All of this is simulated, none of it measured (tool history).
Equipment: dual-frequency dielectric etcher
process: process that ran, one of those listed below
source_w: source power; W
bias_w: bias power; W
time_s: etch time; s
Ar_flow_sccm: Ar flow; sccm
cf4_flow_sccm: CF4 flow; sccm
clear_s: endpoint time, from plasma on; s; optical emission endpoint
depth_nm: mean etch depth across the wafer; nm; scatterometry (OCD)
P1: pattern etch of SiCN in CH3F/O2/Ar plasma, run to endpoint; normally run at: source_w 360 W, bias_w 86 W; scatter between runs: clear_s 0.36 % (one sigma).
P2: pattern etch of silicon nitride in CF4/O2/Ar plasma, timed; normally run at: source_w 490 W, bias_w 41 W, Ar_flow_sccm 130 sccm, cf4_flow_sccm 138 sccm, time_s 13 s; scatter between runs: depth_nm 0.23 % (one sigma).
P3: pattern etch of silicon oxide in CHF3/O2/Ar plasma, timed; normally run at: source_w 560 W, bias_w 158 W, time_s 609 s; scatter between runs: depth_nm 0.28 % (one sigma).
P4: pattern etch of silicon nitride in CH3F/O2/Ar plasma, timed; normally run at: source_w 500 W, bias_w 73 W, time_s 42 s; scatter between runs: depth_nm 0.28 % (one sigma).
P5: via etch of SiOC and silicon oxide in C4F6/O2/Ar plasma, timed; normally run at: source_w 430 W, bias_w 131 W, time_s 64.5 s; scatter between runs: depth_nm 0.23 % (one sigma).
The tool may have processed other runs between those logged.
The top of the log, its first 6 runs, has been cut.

{"run": 7, "hour": 67.7, "process": "P5", "source_w": 430, "bias_w": 131, "time_s": 38, "depth_nm": 39.598}
{"run": 8, "hour": 77.9, "process": "P3", "source_w": 560, "bias_w": 158, "time_s": 369.5, "depth_nm": 675.97}
{"run": 9, "hour": 91.2, "process": "P4", "source_w": 500, "bias_w": 87, "time_s": 42, "depth_nm": 34.161}
{"run": 10, "hour": 102.3, "process": "P2", "source_w": 490, "bias_w": 41, "time_s": 19.5, "Ar_flow_sccm": 130, "cf4_flow_sccm": 138, "depth_nm": 35.063}
{"run": 11, "hour": 112.6, "process": "P4", "source_w": 500, "bias_w": 73, "time_s": 42, "depth_nm": 32.308}
{"run": 12, "hour": 124.6, "process": "P1", "source_w": 300, "bias_w": 113, "clear_s": 19.01}
{"run": 13, "hour": 138.1, "process": "P1", "source_w": 360, "bias_w": 86, "clear_s": 19.852}
{"run": 14, "hour": 144.2, "process": "P2", "source_w": 490, "bias_w": 33, "time_s": 13, "Ar_flow_sccm": 130, "cf4_flow_sccm": 138, "depth_nm": 21.668}
{"run": 15, "hour": 151.6, "process": "P3", "source_w": 560, "bias_w": 158, "time_s": 609, "depth_nm": 1112.9}
{"run": 16, "hour": 161.4, "process": "P1", "source_w": 290, "bias_w": 53, "clear_s": 25.32}
{"run": 17, "hour": 174.6, "process": "P1", "source_w": 360, "bias_w": 86, "clear_s": 19.686}
{"run": 18, "hour": 183.2, "process": "P3", "source_w": 700, "bias_w": 158, "time_s": 609, "depth_nm": 1213.9}
{"run": 19, "hour": 197.1, "process": "P1", "source_w": 470, "bias_w": 86, "clear_s": 17.891}
{"run": 20, "hour": 206.3, "process": "P2", "source_w": 650, "bias_w": 41, "time_s": 13, "Ar_flow_sccm": 130, "cf4_flow_sccm": 138, "depth_nm": 29.898}
{"run": 21, "hour": 216.7, "process": "P1", "source_w": 230, "bias_w": 52, "clear_s": 27.785}
{"run": 22, "hour": 226.8, "process": "P4", "source_w": 500, "bias_w": 73, "time_s": 42, "depth_nm": 32.21}
{"run": 23, "hour": 234.2, "process": "P2", "source_w": 490, "bias_w": 41, "time_s": 13, "Ar_flow_sccm": 130, "cf4_flow_sccm": 171, "depth_nm": 23.956}

Expected results for the next run?
{"run": 24, "hour": 246.3, "process": "P4", "source_w": 300, "bias_w": 73, "time_s": 42, "depth_nm": "?"}

{"run 24": {"depth_nm": 26.616}}
